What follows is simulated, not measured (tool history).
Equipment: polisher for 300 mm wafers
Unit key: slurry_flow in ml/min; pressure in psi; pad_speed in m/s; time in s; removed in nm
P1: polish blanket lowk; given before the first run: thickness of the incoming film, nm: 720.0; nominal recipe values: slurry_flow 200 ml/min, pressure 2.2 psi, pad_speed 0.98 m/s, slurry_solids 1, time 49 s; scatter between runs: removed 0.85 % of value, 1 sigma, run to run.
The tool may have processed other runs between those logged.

run,hour,slurry_flow,pressure,pad_speed,slurry_solids,time,wafers polished on this pad,hours since the slurry nozzle was cleaned,hours since the head pressure was calibrated,hours since the slurry blender was calibrated,hours since the conditioning disc was replaced,removed
1,10.5,200,2.2,0.98,1,49,625,355,340.8,133.7,185.6,20.687
2,19,200,2.2,0.98,1,76,680,363.5,349.3,142.2,194.1,32.052
3,25.1,200,2.2,1.34,1,49,719,369.6,355.4,148.3,200.2,26.556
4,34.3,200,2.2,0.98,1,49,778,378.8,364.6,157.5,209.4,20.665
5,41.9,200,2.2,1.3,0.7,49,827,386.4,372.2,165.1,217,21.375
6,48.1,120,2.2,0.98,1,49,867,392.6,378.4,171.3,223.2,19.355
7,58.1,200,2.2,0.98,1,49,931,402.6,388.4,181.3,233.2,20.734
8,67.7,200,2.2,0.98,1.3,49,993,412.2,398,190.9,242.8,22.85
9,78.4,295,2.2,0.98,1,49,1062,422.9,408.7,201.6,253.5,21.557
10,84.1,200,2.2,0.52,1,49,1099,428.6,414.4,207.3,259.2,12.295
11,90.4,200,2.2,0.98,0.5,49,1139,434.9,420.7,213.6,265.5,14.161
12,98.7,200,1.2,0.98,1,49,1192,443.2,429,221.9,273.8,11.348
13,110.1,200,2.2,0.98,1,32,1266,454.6,440.4,233.3,285.2,13.473
# hour 114.5: conditioning disc replaced and pad reconditioned
14,122.5,200,2.2,0.98,1,49,1346,467,452.8,245.7,8.1,20.804
15,129.8,295,2.2,1.48,1,49,1392,474.3,460.1,253,15.4,29.355

Run 16 has not been measured yet. What should we expect?
16,140.3,120,2.2,0.98,0.8,49,1460,484.8,470.6,263.5,25.9,?

Run 16 measured removed 17.268 nm.
